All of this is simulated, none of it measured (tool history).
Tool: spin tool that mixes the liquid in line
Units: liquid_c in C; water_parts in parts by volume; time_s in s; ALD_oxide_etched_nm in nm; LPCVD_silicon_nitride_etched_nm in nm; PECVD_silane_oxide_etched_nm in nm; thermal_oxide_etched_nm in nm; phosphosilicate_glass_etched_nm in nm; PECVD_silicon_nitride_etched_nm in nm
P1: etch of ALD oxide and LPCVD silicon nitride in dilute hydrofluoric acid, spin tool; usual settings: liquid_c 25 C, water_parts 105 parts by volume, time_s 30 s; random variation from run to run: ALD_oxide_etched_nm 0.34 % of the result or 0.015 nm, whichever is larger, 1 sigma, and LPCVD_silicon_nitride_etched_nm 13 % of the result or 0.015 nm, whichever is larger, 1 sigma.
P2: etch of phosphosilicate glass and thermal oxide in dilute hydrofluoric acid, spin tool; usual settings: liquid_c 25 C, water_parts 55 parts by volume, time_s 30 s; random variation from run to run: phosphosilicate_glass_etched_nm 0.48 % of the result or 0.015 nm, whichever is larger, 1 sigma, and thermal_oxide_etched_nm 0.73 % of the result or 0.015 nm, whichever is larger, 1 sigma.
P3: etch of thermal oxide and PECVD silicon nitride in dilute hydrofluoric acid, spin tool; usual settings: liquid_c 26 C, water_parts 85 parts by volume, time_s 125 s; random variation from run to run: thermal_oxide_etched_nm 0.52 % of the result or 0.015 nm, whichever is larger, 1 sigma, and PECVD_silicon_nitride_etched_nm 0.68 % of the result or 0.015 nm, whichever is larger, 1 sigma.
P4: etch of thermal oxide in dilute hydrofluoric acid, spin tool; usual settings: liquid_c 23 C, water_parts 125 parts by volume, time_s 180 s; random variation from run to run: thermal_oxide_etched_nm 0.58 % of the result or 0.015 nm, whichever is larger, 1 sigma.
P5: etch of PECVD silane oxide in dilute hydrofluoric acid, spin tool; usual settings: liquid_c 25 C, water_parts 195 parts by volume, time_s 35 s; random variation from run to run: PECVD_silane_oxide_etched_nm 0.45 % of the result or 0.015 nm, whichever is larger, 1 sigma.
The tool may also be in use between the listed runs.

run   hour  process  liquid_c  water_parts  time_s  ALD_oxide_etched_nm  LPCVD_silicon_nitride_etched_nm  PECVD_silane_oxide_etched_nm  thermal_oxide_etched_nm  phosphosilicate_glass_etched_nm  PECVD_silicon_nitride_etched_nm
  1      8       P1        25          105      30               5.7268                          0.16642
  2   15.9       P5        25          360      35                                                                              2.4946
  3   24.5       P1        25          105      30               5.7152                          0.14617
  4   36.5       P4      31.5          125     180                                                                                                       8.4373
  5   41.8       P5        25          195      60                                                                              9.3979
  6   48.2       P1        25          105      30               5.7732                          0.17389
  7   58.5       P1      29.5          105      30               6.8011                           0.2313
  8   67.8       P4        23          125     180                                                                                                       6.1517
  9   75.4       P2        25           55      30                                                                                                       3.0351                           74.227
 10   82.2       P4        23           40     180                                                                                                       21.341
 11   90.3       P1        25          105      30               5.7243                          0.10628
 12   99.8       P3        26           85     125                                                                                                        7.812                                                            3.2415
     105.8  -- hydrofluoric acid flow meter replaced
 13  107.4       P4        23          125     360                                                                                                       12.363
 14  117.3       P1        30          105      15               3.5012                          0.11726
 15  127.4       P5      29.5          195      35                                                                              6.3998
 16  138.8       P1        25          105      30                5.783                          0.18135
 17  144.6       P3        31           85     125                                                                                                       9.4184                                                            4.4577
 18  155.8       P2        25           85      30                                                                                                       1.8899                            45.91
 19  164.6       P1      19.5          155      30               2.9618                         0.050683
 20  175.1       P2        25           55      15                                                                                                        1.512                           36.879
 21  181.2       P1        25           40      30               16.495                          0.36954
 22  190.6       P1        25          105      50               9.6048                          0.23805
 23  202.3       P3        26           85     125                                                                                                       7.7475                                                             3.247
 24  209.3       P4        23          125     180                                                                                                       6.1532
 25    219       P2      19.5           55      30                                                                                                        2.381                           57.819
 26  230.6       P1        25          105      30               5.7623                          0.18452
 27  239.8       P1        25          105      15               2.8951                         0.079295
 28  246.6       P5        25          195      35                                                                               5.442
 29    255       P3        26           20     125                                                                                                       36.461                                                            13.222
 30  260.6       P3        26           85      35                                                                                                       2.1355                                                           0.92218
 31  265.9       P1        19          105      30               4.5233                         0.081805
 32  277.7       P1        25          105      30               5.7575                           0.1309
 33  283.5       P1        25          145      30               3.9592                         0.093475
 34  290.3       P5        25          195      35                                                                              5.4552
 35  298.9       P1        25          105      30               5.7521                           0.1388
 36  307.3       P1        25          105      30               5.6279                          0.13489
 37  315.3       P1        25          105      30               5.5992                          0.13015

Run 38 comes next. What will it give?
 38  321.9       P1        25          105      30                    ?                                ?

Run 38 gave ALD_oxide_etched_nm 5.55 nm, LPCVD_silicon_nitride_etched_nm 0.086694 nm.

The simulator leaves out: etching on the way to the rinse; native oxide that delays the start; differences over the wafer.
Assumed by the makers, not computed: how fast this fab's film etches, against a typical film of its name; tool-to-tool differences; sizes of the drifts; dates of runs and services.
